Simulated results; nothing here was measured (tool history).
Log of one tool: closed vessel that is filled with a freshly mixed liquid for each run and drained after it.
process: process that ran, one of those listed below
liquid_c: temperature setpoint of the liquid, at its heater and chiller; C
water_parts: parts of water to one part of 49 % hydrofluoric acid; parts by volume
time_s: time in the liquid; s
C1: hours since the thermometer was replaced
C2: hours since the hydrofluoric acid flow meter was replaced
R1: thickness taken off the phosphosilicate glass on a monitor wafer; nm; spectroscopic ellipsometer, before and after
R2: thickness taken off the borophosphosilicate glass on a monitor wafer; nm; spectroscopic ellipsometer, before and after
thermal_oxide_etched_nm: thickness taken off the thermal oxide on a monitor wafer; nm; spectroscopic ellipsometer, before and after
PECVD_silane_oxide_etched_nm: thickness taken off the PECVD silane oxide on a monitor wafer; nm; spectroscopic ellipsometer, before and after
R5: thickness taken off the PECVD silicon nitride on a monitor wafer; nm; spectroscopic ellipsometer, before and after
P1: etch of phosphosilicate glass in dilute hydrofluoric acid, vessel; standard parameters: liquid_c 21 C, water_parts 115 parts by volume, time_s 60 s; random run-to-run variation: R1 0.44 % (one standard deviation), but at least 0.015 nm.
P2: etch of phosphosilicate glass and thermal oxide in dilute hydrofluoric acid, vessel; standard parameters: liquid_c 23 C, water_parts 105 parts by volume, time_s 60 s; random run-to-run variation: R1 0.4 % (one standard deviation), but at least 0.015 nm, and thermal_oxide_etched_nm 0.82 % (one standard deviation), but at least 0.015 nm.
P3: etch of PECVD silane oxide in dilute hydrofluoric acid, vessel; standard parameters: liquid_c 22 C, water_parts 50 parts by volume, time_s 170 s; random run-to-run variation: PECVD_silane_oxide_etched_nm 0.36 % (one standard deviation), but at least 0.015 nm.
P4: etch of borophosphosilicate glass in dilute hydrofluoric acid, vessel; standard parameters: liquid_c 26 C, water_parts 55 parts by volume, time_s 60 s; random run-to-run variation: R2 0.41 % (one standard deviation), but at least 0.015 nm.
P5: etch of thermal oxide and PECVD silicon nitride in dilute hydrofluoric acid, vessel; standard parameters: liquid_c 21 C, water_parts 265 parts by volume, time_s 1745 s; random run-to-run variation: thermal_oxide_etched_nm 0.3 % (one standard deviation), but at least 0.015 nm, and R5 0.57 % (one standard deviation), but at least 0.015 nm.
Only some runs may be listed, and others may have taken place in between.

run 1 hour=11.8 | process=P1 liquid_c=21 water_parts=115 time_s=60 | C1=868.9 C2=949.3 | R1=49.648
run 2 hour=22.5 | process=P1 liquid_c=21 water_parts=115 time_s=60 | C1=879.6 C2=960 | R1=50.056
run 3 hour=29.8 | process=P4 liquid_c=26 water_parts=55 time_s=60 | C1=886.9 C2=967.3 | R2=38.396
run 4 hour=36.8 | process=P2 liquid_c=23 water_parts=150 time_s=60 | C1=893.9 C2=974.3 | R1=43.408 thermal_oxide_etched_nm=1.6366
run 5 hour=48.2 | process=P3 liquid_c=22 water_parts=50 time_s=170 | C1=905.3 C2=985.7 | PECVD_silane_oxide_etched_nm=49.977
run 6 hour=58.6 | process=P1 liquid_c=21 water_parts=115 time_s=30 | C1=915.7 C2=996.1 | R1=24.763
run 7 hour=66.5 | process=P1 liquid_c=28 water_parts=170 time_s=60 | C1=923.6 C2=1004 | R1=41.242
run 8 hour=74.2 | process=P4 liquid_c=26 water_parts=20 time_s=60 | C1=931.3 C2=1011.7 | R2=110.25
run 9 hour=84 | process=P1 liquid_c=21 water_parts=115 time_s=60 | C1=941.1 C2=1021.5 | R1=49.568
run 10 hour=92.4 | process=P4 liquid_c=26 water_parts=55 time_s=90 | C1=949.5 C2=1029.9 | R2=57.599
run 11 hour=99.5 | process=P1 liquid_c=21 water_parts=115 time_s=60 | C1=956.6 C2=1037 | R1=49.861
run 12 hour=111.3 | process=P1 liquid_c=21 water_parts=115 time_s=60 | C1=968.4 C2=1048.8 | R1=49.599
run 13 hour=120.5 | process=P5 liquid_c=21 water_parts=265 time_s=1745 | C1=977.6 C2=1058 | thermal_oxide_etched_nm=23.008 R5=17.971
run 14 hour=128.5 | process=P1 liquid_c=26 water_parts=65 time_s=60 | C1=985.6 C2=1066 | R1=114.49
run 15 hour=141.3 | process=P1 liquid_c=26.5 water_parts=115 time_s=60 | C1=998.4 C2=1078.8 | R1=61.496
run 16 hour=150.6 | process=P1 liquid_c=21 water_parts=115 time_s=120 | C1=1007.7 C2=1088.1 | R1=99.55
run 17 hour=159.9 | process=P1 liquid_c=21 water_parts=115 time_s=60 | C1=1017 C2=1097.4 | R1=49.632
run 18 hour=167.5 | process=P1 liquid_c=21 water_parts=40 time_s=60 | C1=1024.6 C2=1105 | R1=157.36
run 19 hour=174.2 | process=P5 liquid_c=21 water_parts=265 time_s=205 | C1=1031.3 C2=1111.7 | thermal_oxide_etched_nm=2.6932 R5=2.1129
run 20 hour=181.8 | process=P2 liquid_c=23 water_parts=105 time_s=60 | C1=1038.9 C2=1119.3 | R1=65.047 thermal_oxide_etched_nm=2.4523
run 21 hour=191.7 | process=P3 liquid_c=22 water_parts=80 time_s=170 | C1=1048.8 C2=1129.2 | PECVD_silane_oxide_etched_nm=30.082
run 22 hour=202.7 | process=P5 liquid_c=26.5 water_parts=265 time_s=1745 | C1=1059.8 C2=1140.2 | thermal_oxide_etched_nm=27.783 R5=25.622
run 23 hour=208.4 | process=P2 liquid_c=23 water_parts=105 time_s=35 | C1=1065.5 C2=1145.9 | R1=37.835 thermal_oxide_etched_nm=1.4607
run 24 hour=216.9 | process=P1 liquid_c=17 water_parts=115 time_s=60 | C1=1074 C2=1154.4 | R1=42.198
run 25 hour=225.9 | process=P1 liquid_c=21 water_parts=115 time_s=60 | C1=1083 C2=1163.4 | R1=49.882
run 26 hour=235.5 | process=P1 liquid_c=21 water_parts=185 time_s=30 | C1=1092.6 C2=1173 | R1=14.44
run 27 hour=242.8 | process=P3 liquid_c=22 water_parts=50 time_s=170 | C1=1099.9 C2=1180.3 | PECVD_silane_oxide_etched_nm=50.118
run 28 hour=252.3 | process=P5 liquid_c=21 water_parts=265 time_s=1745 | C1=1109.4 C2=1189.8 | thermal_oxide_etched_nm=22.759 R5=17.883
run 29 hour=260 | process=P3 liquid_c=22 water_parts=50 time_s=245 | C1=1117.1 C2=1197.5 | PECVD_silane_oxide_etched_nm=72.26
run 30 hour=270.1 | process=P1 liquid_c=21 water_parts=205 time_s=60 | C1=1127.2 C2=1207.6 | R1=25.595
run 31 hour=282.8 | process=P3 liquid_c=18 water_parts=50 time_s=170 | C1=1139.9 C2=1220.3 | PECVD_silane_oxide_etched_nm=42.246
run 32 hour=290.6 | process=P2 liquid_c=27.5 water_parts=105 time_s=60 | C1=1147.7 C2=1228.1 | R1=77.642 thermal_oxide_etched_nm=2.9708
run 33 hour=301.3 | process=P5 liquid_c=21 water_parts=165 time_s=1745 | C1=1158.4 C2=1238.8 | thermal_oxide_etched_nm=40.517 R5=28.913
run 34 hour=313 | process=P4 liquid_c=17.5 water_parts=55 time_s=60 | C1=1170.1 C2=1250.5 | R2=26.742
run 35 hour=323.2 | process=P4 liquid_c=26 water_parts=55 time_s=60 | C1=1180.3 C2=1260.7 | R2=38.408
run 36 hour=331.4 | process=P1 liquid_c=21 water_parts=115 time_s=60 | C1=1188.5 C2=1268.9 | R1=49.655
run 37 hour=338.8 | process=P1 liquid_c=21 water_parts=115 time_s=60 | C1=1195.9 C2=1276.3 | R1=48.77
run 38 hour=351.2 | process=P1 liquid_c=21 water_parts=115 time_s=60 | C1=1208.3 C2=1288.7 | R1=47.793
run 39 hour=361.3 | process=P1 liquid_c=21 water_parts=115 time_s=60 | C1=1218.4 C2=1298.8 | R1=47.435
run 40 hour=369.3 | process=P1 liquid_c=21 water_parts=115 time_s=60 | C1=1226.4 C2=1306.8 | R1=46.986
run 41 hour=377 | process=P1 liquid_c=21 water_parts=115 time_s=60 | C1=1234.1 C2=1314.5 | R1=47.08
run 42 hour=388.4 | process=P1 liquid_c=21 water_parts=115 time_s=60 | C1=1245.5 C2=1325.9 | R1=47.066
run 43 hour=395.9 | process=P1 liquid_c=21 water_parts=115 time_s=60 | C1=1253 C2=1333.4 | R1=46.767
run 44 hour=402.3 | process=P1 liquid_c=21 water_parts=115 time_s=60 | C1=1259.4 C2=1339.8 | R1=46.967

Something has made what P1 gives creep away from where it was; the 2 causes below, each at its own stated size, fit the log equally well:
A: liquid colder than its thermometer reads (K) = 1.45
B: hydrofluoric acid flow below the setpoint (%) = 5.05
The process output started creeping at around hour 331.4.

Listed below are the offered check runs, one wafer per run, with question marks in place of results. For which of them would the causes give clearly different outcomes?
run check 1 hour=408.7 | process=P3 liquid_c=22 water_parts=50 time_s=170 | PECVD_silane_oxide_etched_nm=?
run check 2 hour=408.7 | process=P2 liquid_c=23 water_parts=105 time_s=60 | R1=? thermal_oxide_etched_nm=?
run check 3 hour=408.7 | process=P4 liquid_c=26 water_parts=55 time_s=60 | R2=?
run check 4 hour=408.7 | process=P5 liquid_c=21 water_parts=265 time_s=1745 | thermal_oxide_etched_nm=? R5=?

What each check would give under each cause:
check=check_1 result=PECVD_silane_oxide_etched_nm if_A=46.996 if_B=47.269
check=check_2 result=R1 if_A=61.399 if_B=61.384
check=check_2 result=thermal_oxide_etched_nm if_A=2.34 if_B=2.3394
check=check_3 result=R2 if_A=36.048 if_B=36.152
check=check_4 result=thermal_oxide_etched_nm if_A=21.65 if_B=21.409
check=check_4 result=R5 if_A=16.426 if_B=17.138
Per-check spread between the two closest causes, in the result where they differ most: check 1 0.58 %; check 2 0.02 %; check 3 0.29 %; check 4 4.24 %
The other checks would show nearly matching results whichever cause is true, so check 4 is the only one that separates the causes.

Check 4 has now been run. It gave: thermal_oxide_etched_nm 21.394 nm; R5 17.288 nm. Which of the candidate causes is it?

It is B: hydrofluoric acid flow below the setpoint (%).
